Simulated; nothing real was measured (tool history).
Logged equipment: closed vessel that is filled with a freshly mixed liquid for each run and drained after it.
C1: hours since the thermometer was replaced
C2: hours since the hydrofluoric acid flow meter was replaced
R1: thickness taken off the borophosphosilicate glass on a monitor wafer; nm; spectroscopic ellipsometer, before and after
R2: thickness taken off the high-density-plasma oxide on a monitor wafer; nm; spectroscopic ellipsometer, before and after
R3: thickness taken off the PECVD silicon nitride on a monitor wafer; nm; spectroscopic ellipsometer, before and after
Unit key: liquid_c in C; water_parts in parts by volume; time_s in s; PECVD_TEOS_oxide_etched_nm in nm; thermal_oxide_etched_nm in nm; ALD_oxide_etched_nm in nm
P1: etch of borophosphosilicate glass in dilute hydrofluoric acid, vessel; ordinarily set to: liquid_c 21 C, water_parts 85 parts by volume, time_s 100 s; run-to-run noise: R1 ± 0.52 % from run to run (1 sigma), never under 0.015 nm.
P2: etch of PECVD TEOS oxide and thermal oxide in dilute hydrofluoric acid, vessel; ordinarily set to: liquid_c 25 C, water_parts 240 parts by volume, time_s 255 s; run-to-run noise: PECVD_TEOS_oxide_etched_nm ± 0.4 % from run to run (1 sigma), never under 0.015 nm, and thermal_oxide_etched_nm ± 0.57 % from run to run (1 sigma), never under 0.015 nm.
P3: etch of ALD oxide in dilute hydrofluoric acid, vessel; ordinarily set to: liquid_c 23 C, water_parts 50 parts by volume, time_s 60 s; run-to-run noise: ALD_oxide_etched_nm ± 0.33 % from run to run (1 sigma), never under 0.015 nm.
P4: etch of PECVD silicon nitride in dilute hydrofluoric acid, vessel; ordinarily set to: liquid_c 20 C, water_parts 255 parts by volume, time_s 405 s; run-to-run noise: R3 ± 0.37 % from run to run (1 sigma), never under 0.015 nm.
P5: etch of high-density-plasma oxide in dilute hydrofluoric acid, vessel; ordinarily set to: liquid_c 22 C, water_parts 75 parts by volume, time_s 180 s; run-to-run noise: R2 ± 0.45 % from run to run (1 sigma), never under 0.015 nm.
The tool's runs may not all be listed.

Run 1, day 0.179: process P1, liquid_c 21 C, water_parts 85 parts by volume, time_s 100 s; C1 1323.6; C2 420. Result: R1 56.161 nm.
Run 2, day 0.346: process P1, liquid_c 21 C, water_parts 85 parts by volume, time_s 100 s; C1 1327.6; C2 424. Result: R1 55.915 nm.
Run 3, day 0.642: process P5, liquid_c 22 C, water_parts 75 parts by volume, time_s 325 s; C1 1334.7; C2 431.1. Result: R2 23.246 nm.
Run 4, day 0.779: process P1, liquid_c 21 C, water_parts 85 parts by volume, time_s 100 s; C1 1338; C2 434.4. Result: R1 56.786 nm.
Run 5, day 0.925: process P4, liquid_c 20 C, water_parts 255 parts by volume, time_s 40 s; C1 1341.5; C2 437.9. Result: R3 0.69535 nm.
Run 6, day 1.229: process P2, liquid_c 25 C, water_parts 70 parts by volume, time_s 255 s; C1 1348.8; C2 445.2. Result: PECVD_TEOS_oxide_etched_nm 112.09 nm, thermal_oxide_etched_nm 18.67 nm.
Run 7, day 1.462: process P3, liquid_c 23 C, water_parts 30 parts by volume, time_s 60 s; C1 1354.4; C2 450.8. Result: ALD_oxide_etched_nm 37.646 nm.
Run 8, day 1.596: process P4, liquid_c 20 C, water_parts 255 parts by volume, time_s 405 s; C1 1357.6; C2 454. Result: R3 7.1297 nm.
Run 9, day 1.854: process P1, liquid_c 25.5 C, water_parts 85 parts by volume, time_s 195 s; C1 1363.8; C2 460.2. Result: R1 131.9 nm.
Run 10, day 2.071: process P4, liquid_c 20 C, water_parts 435 parts by volume, time_s 405 s; C1 1369; C2 465.4. Result: R3 4.2791 nm.
Run 11, day 2.275: process P3, liquid_c 23 C, water_parts 50 parts by volume, time_s 60 s; C1 1373.9; C2 470.3. Result: ALD_oxide_etched_nm 21.996 nm.
Run 12, day 2.504: process P1, liquid_c 28 C, water_parts 85 parts by volume, time_s 100 s; C1 1379.4; C2 475.8. Result: R1 74.441 nm.
Run 13, day 2.704: process P2, liquid_c 25 C, water_parts 240 parts by volume, time_s 490 s; C1 1384.2; C2 480.6. Result: PECVD_TEOS_oxide_etched_nm 51.552 nm, thermal_oxide_etched_nm 8.6363 nm.
Run 14, day 2.958: process P1, liquid_c 21 C, water_parts 85 parts by volume, time_s 100 s; C1 1390.3; C2 486.7. Result: R1 56.263 nm.
Run 15, day 3.221: process P1, liquid_c 21 C, water_parts 140 parts by volume, time_s 100 s; C1 1396.6; C2 493. Result: R1 32.201 nm.
Run 16, day 3.483: process P4, liquid_c 25 C, water_parts 255 parts by volume, time_s 405 s; C1 1402.9; C2 499.3. Result: R3 9.7159 nm.
Run 17, day 3.704: process P2, liquid_c 17.5 C, water_parts 240 parts by volume, time_s 255 s; C1 1408.2; C2 504.6. Result: PECVD_TEOS_oxide_etched_nm 20.116 nm, thermal_oxide_etched_nm 3.404 nm.
Run 18, day 3.912: process P1, liquid_c 17 C, water_parts 85 parts by volume, time_s 100 s; C1 1413.2; C2 509.6. Result: R1 47.942 nm.
Run 19, day 4.058: process P1, liquid_c 21 C, water_parts 85 parts by volume, time_s 100 s; C1 1416.7; C2 513.1. Result: R1 56.005 nm.
Run 20, day 4.317: process P1, liquid_c 25 C, water_parts 35 parts by volume, time_s 100 s; C1 1422.9; C2 519.3. Result: R1 171.5 nm.
Run 21, day 4.521: process P1, liquid_c 21 C, water_parts 85 parts by volume, time_s 185 s; C1 1427.8; C2 524.2. Result: R1 103.02 nm.
Run 22, day 4.688: process P1, liquid_c 21 C, water_parts 85 parts by volume, time_s 100 s; C1 1431.8; C2 528.2. Result: R1 56.246 nm.
Run 23, day 4.967: process P1, liquid_c 21 C, water_parts 50 parts by volume, time_s 100 s; C1 1438.5; C2 534.9. Result: R1 98.848 nm.
Run 24, day 5.275: process P5, liquid_c 22 C, water_parts 75 parts by volume, time_s 180 s; C1 1445.9; C2 542.3. Result: R2 13.032 nm.
Run 25, day 5.525: process P1, liquid_c 21 C, water_parts 85 parts by volume, time_s 45 s; C1 1451.9; C2 548.3. Result: R1 25.313 nm.
Run 26, day 5.808: process P1, liquid_c 21 C, water_parts 30 parts by volume, time_s 165 s; C1 1458.7; C2 555.1. Result: R1 282.86 nm.
Run 27, day 6.038: process P3, liquid_c 23 C, water_parts 50 parts by volume, time_s 60 s; C1 1464.2; C2 560.6. Result: ALD_oxide_etched_nm 22.032 nm.
Run 28, day 6.338: process P4, liquid_c 20 C, water_parts 255 parts by volume, time_s 405 s; C1 1471.4; C2 567.8. Result: R3 7.1422 nm.
Run 29, day 6.617: process P5, liquid_c 17 C, water_parts 75 parts by volume, time_s 180 s; C1 1478.1; C2 574.5. Result: R2 10.532 nm.
Run 30, day 6.871: process P2, liquid_c 25 C, water_parts 240 parts by volume, time_s 255 s; C1 1484.2; C2 580.6. Result: PECVD_TEOS_oxide_etched_nm 26.851 nm, thermal_oxide_etched_nm 4.5401 nm.
Run 31, day 7.054: process P5, liquid_c 22 C, water_parts 35 parts by volume, time_s 180 s; C1 1488.6; C2 585. Result: R2 28.933 nm.
Run 32, day 7.271: process P3, liquid_c 30.5 C, water_parts 50 parts by volume, time_s 60 s; C1 1493.8; C2 590.2. Result: ALD_oxide_etched_nm 29.639 nm.
Run 33, day 7.475: process P3, liquid_c 23 C, water_parts 50 parts by volume, time_s 95 s; C1 1498.7; C2 595.1. Result: ALD_oxide_etched_nm 34.721 nm.
Run 34, day 7.642: process P1, liquid_c 21 C, water_parts 85 parts by volume, time_s 100 s; C1 1502.7; C2 599.1. Result: R1 56.479 nm.
Run 35, day 7.817: process P1, liquid_c 21 C, water_parts 85 parts by volume, time_s 100 s; C1 1506.9; C2 603.3. Result: R1 54.713 nm.
Run 36, day 8.046: process P1, liquid_c 21 C, water_parts 85 parts by volume, time_s 100 s; C1 1512.4; C2 608.8. Result: R1 53.432 nm.
Run 37, day 8.292: process P1, liquid_c 21 C, water_parts 85 parts by volume, time_s 100 s; C1 1518.3; C2 614.7. Result: R1 52.665 nm.
Run 38, day 8.554: process P1, liquid_c 21 C, water_parts 85 parts by volume, time_s 100 s; C1 1524.6; C2 621. Result: R1 52.194 nm.
Run 39, day 8.762: process P1, liquid_c 21 C, water_parts 85 parts by volume, time_s 100 s; C1 1529.6; C2 626. Result: R1 51.968 nm.
Run 40, day 8.992: process P1, liquid_c 21 C, water_parts 85 parts by volume, time_s 100 s; C1 1535.1; C2 631.5. Result: R1 52.115 nm.

Compared with where it was, what P1 gives has crept away. Each cause listed below fits the log as well as the rest, at the size given for it:
A: hydrofluoric acid flow below the setpoint (%) = 6.54
B: liquid colder than its thermometer reads (K) = 1.8
The creep began at about day 7.642.

The list below offers 4 check runs, each averaging the results of 3 wafers, and shows each result as a question mark. For which of them would the listed causes give clearly different results?
Run check 1, day 9.221: process P5, liquid_c 22 C, water_parts 40 parts by volume, time_s 275 s. Result: R2 ?.
Run check 2, day 9.221: process P2, liquid_c 19 C, water_parts 70 parts by volume, time_s 255 s. Result: PECVD_TEOS_oxide_etched_nm ?, thermal_oxide_etched_nm ?.
Run check 3, day 9.221: process P3, liquid_c 29.5 C, water_parts 50 parts by volume, time_s 95 s. Result: ALD_oxide_etched_nm ?.
Run check 4, day 9.221: process P4, liquid_c 20 C, water_parts 415 parts by volume, time_s 145 s. Result: R3 ?.

If the cause were each of the candidates in turn, the checks would give the following:
  check                      result    if A    if B
check 1                          R2  36.192  36.007
check 2  PECVD_TEOS_oxide_etched_nm  81.032  80.759
check 2     thermal_oxide_etched_nm  13.661  13.615
check 3         ALD_oxide_etched_nm  42.012  42.077
check 4                          R3  1.4891  1.4214
Smallest distance between any two causes, each pair judged by its most separating result, in per cent: check 1 0.51 %; check 2 0.34 %; check 3 0.15 %; check 4 4.66 %
Only check 4 tells the causes apart: in the others they would give nearly the same result.

Here is what check 4 returned: R3 1.476 nm. Which cause is it?

The correct cause is A, namely: hydrofluoric acid flow below the setpoint (%).

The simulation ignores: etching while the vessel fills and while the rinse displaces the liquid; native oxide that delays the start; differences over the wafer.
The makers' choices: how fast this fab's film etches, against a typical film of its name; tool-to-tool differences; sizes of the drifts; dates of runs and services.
